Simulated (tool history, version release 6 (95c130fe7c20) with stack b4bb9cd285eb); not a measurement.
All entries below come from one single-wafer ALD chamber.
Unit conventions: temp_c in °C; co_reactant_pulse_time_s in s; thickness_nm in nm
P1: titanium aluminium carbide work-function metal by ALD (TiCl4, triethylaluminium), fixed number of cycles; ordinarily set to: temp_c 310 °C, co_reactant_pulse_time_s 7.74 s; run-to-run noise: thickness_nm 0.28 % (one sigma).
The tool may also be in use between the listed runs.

| run | day | temp_c | co_reactant_pulse_time_s | hours since the last thermocouple change | hours since the last triethylaluminium bottle change | thickness_nm |
|---|---|---|---|---|---|---|
| 1 | 0.258 | 310 | 7.74 | 1124.7 | 205.6 | 1.9273 |
| 2 | 0.575 | 310 | 7.74 | 1132.3 | 213.2 | 1.9149 |
| 3 | 0.979 | 310 | 7.74 | 1142.0 | 222.9 | 1.9187 |
| 4 | 1.358 | 310 | 7.74 | 1151.1 | 232.0 | 1.9151 |
| 5 | 1.808 | 310 | 12.28 | 1161.9 | 242.8 | 2.0359 |
| 6 | 2.062 | 310 | 7.74 | 1168.0 | 248.9 | 1.9238 |
| 7 | 2.283 | 286 | 7.74 | 1173.3 | 254.2 | 1.7334 |
| 8 | 2.738 | 310 | 2.60 | 1184.2 | 265.1 | 1.2205 |
| 9 | 3.025 | 335 | 7.74 | 1191.1 | 272.0 | 2.1216 |
| 10 | 3.233 | 288 | 4.72 | 1196.1 | 277.0 | 1.5135 |
| 11 | 3.562 | 310 | 7.74 | 1204.0 | 284.9 | 1.9231 |
| 12 | 3.917 | 310 | 7.74 | 1212.5 | 293.4 | 1.9058 |

What does the tool deliver on the next run?
| 13 | 4.217 | 310 | 7.74 | 1219.7 | 300.6 | ? |

Run 13 yielded thickness_nm 1.9080 nm.

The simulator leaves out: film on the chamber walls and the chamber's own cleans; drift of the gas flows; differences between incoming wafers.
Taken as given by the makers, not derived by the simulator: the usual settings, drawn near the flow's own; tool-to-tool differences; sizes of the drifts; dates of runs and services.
